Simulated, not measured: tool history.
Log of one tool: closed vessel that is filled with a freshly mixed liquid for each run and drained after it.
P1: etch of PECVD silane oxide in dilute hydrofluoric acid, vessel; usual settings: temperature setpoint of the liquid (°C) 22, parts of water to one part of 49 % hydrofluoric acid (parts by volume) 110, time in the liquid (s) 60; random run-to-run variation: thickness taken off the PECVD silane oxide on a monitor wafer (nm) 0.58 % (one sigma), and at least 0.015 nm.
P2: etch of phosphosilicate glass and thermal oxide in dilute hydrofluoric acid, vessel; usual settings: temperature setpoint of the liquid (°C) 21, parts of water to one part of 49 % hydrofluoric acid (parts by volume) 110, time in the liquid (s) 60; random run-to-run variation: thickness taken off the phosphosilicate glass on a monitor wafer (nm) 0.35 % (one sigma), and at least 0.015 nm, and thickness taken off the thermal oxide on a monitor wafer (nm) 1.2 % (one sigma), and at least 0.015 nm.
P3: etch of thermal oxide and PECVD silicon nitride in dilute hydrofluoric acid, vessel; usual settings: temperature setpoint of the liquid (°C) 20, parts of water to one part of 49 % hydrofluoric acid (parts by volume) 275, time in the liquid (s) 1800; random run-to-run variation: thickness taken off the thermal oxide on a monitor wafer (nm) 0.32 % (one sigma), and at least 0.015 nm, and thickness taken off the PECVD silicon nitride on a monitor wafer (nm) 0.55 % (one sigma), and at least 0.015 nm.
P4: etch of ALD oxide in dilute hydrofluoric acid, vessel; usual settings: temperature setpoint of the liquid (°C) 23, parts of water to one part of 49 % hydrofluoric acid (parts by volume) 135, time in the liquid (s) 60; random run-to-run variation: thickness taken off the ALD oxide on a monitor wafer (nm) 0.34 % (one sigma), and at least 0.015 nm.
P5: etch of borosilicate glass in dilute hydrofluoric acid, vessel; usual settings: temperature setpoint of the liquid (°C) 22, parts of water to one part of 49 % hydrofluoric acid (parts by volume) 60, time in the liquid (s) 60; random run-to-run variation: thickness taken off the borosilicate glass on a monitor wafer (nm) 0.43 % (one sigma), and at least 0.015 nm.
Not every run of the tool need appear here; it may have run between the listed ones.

| run | day | process that ran | temperature setpoint of the liquid (°C) | parts of water to one part of 49 % hydrofluoric acid (parts by volume) | time in the liquid (s) | thickness taken off the PECVD silane oxide on a monitor wafer (nm) | thickness taken off the phosphosilicate glass on a monitor wafer (nm) | thickness taken off the thermal oxide on a monitor wafer (nm) | thickness taken off the PECVD silicon nitride on a monitor wafer (nm) | thickness taken off the ALD oxide on a monitor wafer (nm) | thickness taken off the borosilicate glass on a monitor wafer (nm) |
|---|---|---|---|---|---|---|---|---|---|---|---|
| 1 | 0.208 | P1 | 22 | 110 | 60 | 18.166 |  |  |  |  |  |
| 2 | 0.388 | P2 | 21 | 110 | 110 |  | 66.223 | 4.2381 |  |  |  |
| 3 | 0.629 | P3 | 20 | 275 | 1800 |  |  | 21.72 | 11.521 |  |  |
| 4 | 0.871 | P1 | 22 | 190 | 100 | 15.997 |  |  |  |  |  |
| 5 | 1.15 | P4 | 23 | 135 | 60 |  |  |  |  | 10.66 |  |
| 6 | 1.354 | P3 | 20 | 275 | 600 |  |  | 7.2375 | 3.9165 |  |  |
| 7 | 1.683 | P1 | 17 | 110 | 30 | 7.3254 |  |  |  |  |  |
| 8 | 1.858 | P5 | 22 | 60 | 100 |  |  |  |  |  | 45.259 |
| 9 | 2.117 | P1 | 17 | 110 | 60 | 14.668 |  |  |  |  |  |
| 10 | 2.454 | P3 | 17 | 275 | 1800 |  |  | 19.361 | 9.4964 |  |  |
|  | 2.458 | hydrofluoric acid flow meter replaced |
| 11 | 2.712 | P1 | 22 | 110 | 60 | 18.222 |  |  |  |  |  |
| 12 | 2.9 | P5 | 26.5 | 60 | 60 |  |  |  |  |  | 32.658 |
| 13 | 3.238 | P1 | 22 | 110 | 60 | 17.959 |  |  |  |  |  |
| 14 | 3.417 | P2 | 21 | 110 | 60 |  | 36.053 | 2.3395 |  |  |  |
| 15 | 3.717 | P4 | 27.5 | 135 | 60 |  |  |  |  | 12.739 |  |
| 16 | 4.046 | P1 | 30 | 110 | 60 | 24.746 |  |  |  |  |  |
| 17 | 4.304 | P3 | 20 | 110 | 1800 |  |  | 64.289 | 28.329 |  |  |
| 18 | 4.642 | P5 | 22 | 60 | 60 |  |  |  |  |  | 27.472 |
| 19 | 4.908 | P1 | 22 | 110 | 60 | 18.109 |  |  |  |  |  |
| 20 | 5.133 | P2 | 21 | 60 | 60 |  | 69.966 | 4.5237 |  |  |  |
| 21 | 5.292 | P5 | 22 | 60 | 60 |  |  |  |  |  | 27.302 |
| 22 | 5.592 | P4 | 23 | 70 | 60 |  |  |  |  | 22.288 |  |
| 23 | 5.775 | P2 | 21 | 110 | 60 |  | 36.126 | 2.3013 |  |  |  |
| 24 | 6.104 | P2 | 17 | 110 | 60 |  | 30.576 | 1.9272 |  |  |  |
| 25 | 6.433 | P1 | 22 | 110 | 90 | 27.303 |  |  |  |  |  |
| 26 | 6.679 | P5 | 22 | 95 | 60 |  |  |  |  |  | 16.63 |
| 27 | 6.942 | P3 | 20 | 275 | 1800 |  |  | 21.778 | 11.59 |  |  |
| 28 | 7.142 | P4 | 23 | 135 | 30 |  |  |  |  | 5.3917 |  |
| 29 | 7.358 | P1 | 22 | 110 | 30 | 9.1405 |  |  |  |  |  |
| 30 | 7.683 | P4 | 23 | 135 | 60 |  |  |  |  | 10.763 |  |
| 31 | 7.971 | P1 | 22 | 110 | 60 | 18.463 |  |  |  |  |  |
| 32 | 8.138 | P1 | 22 | 45 | 60 | 48.245 |  |  |  |  |  |
| 33 | 8.362 | P1 | 22 | 190 | 60 | 9.5262 |  |  |  |  |  |
| 34 | 8.55 | P1 | 22 | 110 | 60 | 18.203 |  |  |  |  |  |
| 35 | 8.75 | P1 | 22 | 110 | 60 | 18.558 |  |  |  |  |  |
| 36 | 9.067 | P1 | 22 | 110 | 60 | 18.734 |  |  |  |  |  |
| 37 | 9.229 | P1 | 22 | 110 | 60 | 18.739 |  |  |  |  |  |
| 38 | 9.475 | P1 | 22 | 110 | 60 | 18.896 |  |  |  |  |  |
| 39 | 9.7 | P1 | 22 | 110 | 60 | 19.16 |  |  |  |  |  |
| 40 | 9.946 | P1 | 22 | 110 | 60 | 19.111 |  |  |  |  |  |
| 41 | 10.238 | P1 | 22 | 110 | 60 | 19.078 |  |  |  |  |  |
| 42 | 10.446 | P1 | 22 | 110 | 60 | 19.185 |  |  |  |  |  |
| 43 | 10.612 | P1 | 22 | 110 | 60 | 19.23 |  |  |  |  |  |

What P1 gives has crept off from where it sat before. The 2 causes that follow fit the log equally well, each at the size noted:
A: hydrofluoric acid flow above the setpoint (%) = 4.99
B: liquid hotter than its thermometer reads (K) = 1.38
The onset of the drift is placed at about day 8.55.

Listed below are the offered check runs, one wafer per run, with question marks in place of results. For which of them would the causes give clearly different outcomes?
| check 1 | 10.779 | P2 | 21 | 110 | 60 |  | ? | ? |  |  |  |
| check 2 | 10.779 | P5 | 22 | 60 | 60 |  |  |  |  |  | ? |
| check 3 | 10.779 | P4 | 23 | 135 | 60 |  |  |  |  | ? |  |
| check 4 | 10.779 | P3 | 20 | 275 | 1800 |  |  | ? | ? |  |  |

How each check would come out, cause by cause:
| check | result | if A | if B |
|---|---|---|---|
| check 1 | thickness taken off the phosphosilicate glass on a monitor wafer (nm) | 38.134 | 38.165 |
| check 1 | thickness taken off the thermal oxide on a monitor wafer (nm) | 2.438 | 2.44 |
| check 2 | thickness taken off the borosilicate glass on a monitor wafer (nm) | 28.772 | 28.908 |
| check 3 | thickness taken off the ALD oxide on a monitor wafer (nm) | 11.354 | 11.325 |
| check 4 | thickness taken off the thermal oxide on a monitor wafer (nm) | 23.081 | 22.85 |
| check 4 | thickness taken off the PECVD silicon nitride on a monitor wafer (nm) | 12.184 | 12.689 |
Separation of the two closest causes in each check, using whichever result separates them best: check 1 0.08 %; check 2 0.47 %; check 3 0.26 %; check 4 4.06 %
The causes can be told apart only by check 4. The other checks would give nearly the same results under each of them.

Here is what check 4 returned: thickness taken off the thermal oxide on a monitor wafer (nm) 22.88; thickness taken off the PECVD silicon nitride on a monitor wafer (nm) 12.73. Which cause is it?

The cause is B: liquid hotter than its thermometer reads (K).

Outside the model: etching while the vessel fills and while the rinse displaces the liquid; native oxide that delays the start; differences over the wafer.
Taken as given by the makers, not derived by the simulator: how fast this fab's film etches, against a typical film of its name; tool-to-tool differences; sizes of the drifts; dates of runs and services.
